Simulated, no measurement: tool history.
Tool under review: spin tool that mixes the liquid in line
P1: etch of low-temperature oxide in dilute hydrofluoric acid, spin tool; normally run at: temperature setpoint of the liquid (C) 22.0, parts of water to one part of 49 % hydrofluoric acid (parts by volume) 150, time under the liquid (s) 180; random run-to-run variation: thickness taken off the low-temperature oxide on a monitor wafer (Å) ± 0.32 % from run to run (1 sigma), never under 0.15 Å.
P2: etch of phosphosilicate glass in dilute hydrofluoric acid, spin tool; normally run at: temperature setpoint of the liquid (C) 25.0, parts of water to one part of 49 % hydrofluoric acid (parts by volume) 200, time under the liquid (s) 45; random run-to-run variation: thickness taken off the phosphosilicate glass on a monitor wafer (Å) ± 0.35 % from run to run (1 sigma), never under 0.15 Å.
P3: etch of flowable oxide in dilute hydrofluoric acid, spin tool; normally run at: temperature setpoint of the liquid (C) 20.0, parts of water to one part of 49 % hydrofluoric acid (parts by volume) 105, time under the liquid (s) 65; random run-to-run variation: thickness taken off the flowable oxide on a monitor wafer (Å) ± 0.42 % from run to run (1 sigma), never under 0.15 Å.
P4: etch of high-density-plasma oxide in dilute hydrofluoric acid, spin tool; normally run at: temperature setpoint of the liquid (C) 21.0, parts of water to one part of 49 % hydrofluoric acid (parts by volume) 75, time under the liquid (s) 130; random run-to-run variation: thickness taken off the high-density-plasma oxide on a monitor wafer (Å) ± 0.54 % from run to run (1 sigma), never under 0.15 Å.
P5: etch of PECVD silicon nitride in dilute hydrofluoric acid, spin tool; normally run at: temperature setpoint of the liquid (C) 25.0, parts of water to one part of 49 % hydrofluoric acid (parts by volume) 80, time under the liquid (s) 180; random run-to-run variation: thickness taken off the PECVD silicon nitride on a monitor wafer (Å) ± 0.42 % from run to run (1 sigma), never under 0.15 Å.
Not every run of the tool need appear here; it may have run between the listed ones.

run	day	process that ran	temperature setpoint of the liquid (C)	parts of water to one part of 49 % hydrofluoric acid (parts by volume)	time under the liquid (s)	thickness taken off the low-temperature oxide on a monitor wafer (Å)	thickness taken off the high-density-plasma oxide on a monitor wafer (Å)	thickness taken off the flowable oxide on a monitor wafer (Å)	thickness taken off the PECVD silicon nitride on a monitor wafer (Å)	thickness taken off the phosphosilicate glass on a monitor wafer (Å)
1	0.229	P1	22.0	150	180	364.020				
2	0.425	P1	22.0	150	45	90.715				
3	0.604	P4	26.0	75	130		121.710			
4	0.742	P1	22.0	150	180	361.740				
5	0.888	P3	20.0	105	65			229.220		
6	1.021	P3	27.0	105	65			301.880		
7	1.196	P5	30.0	80	180				186.260	
8	1.408	P1	22.0	150	180	362.740				
9	1.558	P5	25.0	80	180				137.150	
10	1.742	P1	22.0	150	315	635.670				
11	1.854	P1	22.0	150	180	363.550				
12	2.067	P3	20.0	105	20			70.663		
13	2.179	P4	21.0	75	65		49.820			
14	2.396	P1	22.0	220	180	230.200				
15	2.571	P5	25.0	80	25				19.073	
16	2.771	P1	22.0	150	180	364.130				
17	2.900	P5	25.0	20	180				525.910	
18	3.012	P3	20.0	150	65			152.190		
19	3.150	P2	25.0	200	65					242.64
20	3.283	P1	17.0	230	180	180.270				
21	3.475	P2	25.0	90	45					422.78
22	3.667	P1	22.0	150	180	362.750				
23	3.858	P4	21.0	75	130		99.131			
24	4.058	P1	22.0	150	180	363.150				
25	4.254	P4	21.0	40	130		197.120			
26	4.408	P1	22.0	255	350	375.130				
27	4.567	P2	32.5	200	45					217.59
28	4.779	P1	17.0	150	180	297.660				
29	5.000	P3	20.0	105	65			227.260		
30	5.104	P1	22.0	95	180	608.700				
31	5.308	P1	27.5	150	180	447.930				
32	5.412	P2	25.0	200	45					167.36
33	5.588	P1	22.0	150	180	364.240				
34	5.746	P1	22.0	150	180	351.850				
35	5.933	P1	22.0	150	180	345.680				
36	6.150	P1	22.0	150	180	339.540				
37	6.296	P1	22.0	150	180	338.980				
38	6.512	P1	22.0	150	180	336.200				
39	6.638	P1	22.0	150	180	336.980				

What P1 gives has crept away from where it was. These 2 causes fit the log equally well, each at the size given:
A: hydrofluoric acid flow below the setpoint (%) = 6.16
B: liquid colder than its thermometer reads (K) = 1.89
Onset of the creep was near day 5.588.

Below are 4 check runs, each on a single wafer, with their results shown as question marks. Which of them would tell the listed causes apart, meaning the causes would give clearly different results under it?
check 1	6.762	P4	21.0	50	130		?			
check 2	6.762	P5	28.0	80	95				?	
check 3	6.762	P2	29.5	110	45					?
check 4	6.762	P3	24.5	145	65			?		

If the cause were each of the candidates in turn, the checks would give the following:
check	result	if A	if B
check 1	thickness taken off the high-density-plasma oxide on a monitor wafer (Å)	144.610	142.790
check 2	thickness taken off the PECVD silicon nitride on a monitor wafer (Å)	81.926	77.203
check 3	thickness taken off the phosphosilicate glass on a monitor wafer (Å)	374.55	375.38
check 4	thickness taken off the flowable oxide on a monitor wafer (Å)	175.670	175.990
Separation of the two closest causes in each check, using whichever result separates them best: check 1 1.27 %; check 2 5.94 %; check 3 0.22 %; check 4 0.18 %
Check 2 tells the causes apart: in the others they would give nearly the same result.

Running check 2 produced the following: thickness taken off the PECVD silicon nitride on a monitor wafer (Å) 76.898. Which one of the listed causes fits?

Of the candidate causes, it is B: liquid colder than its thermometer reads (K).
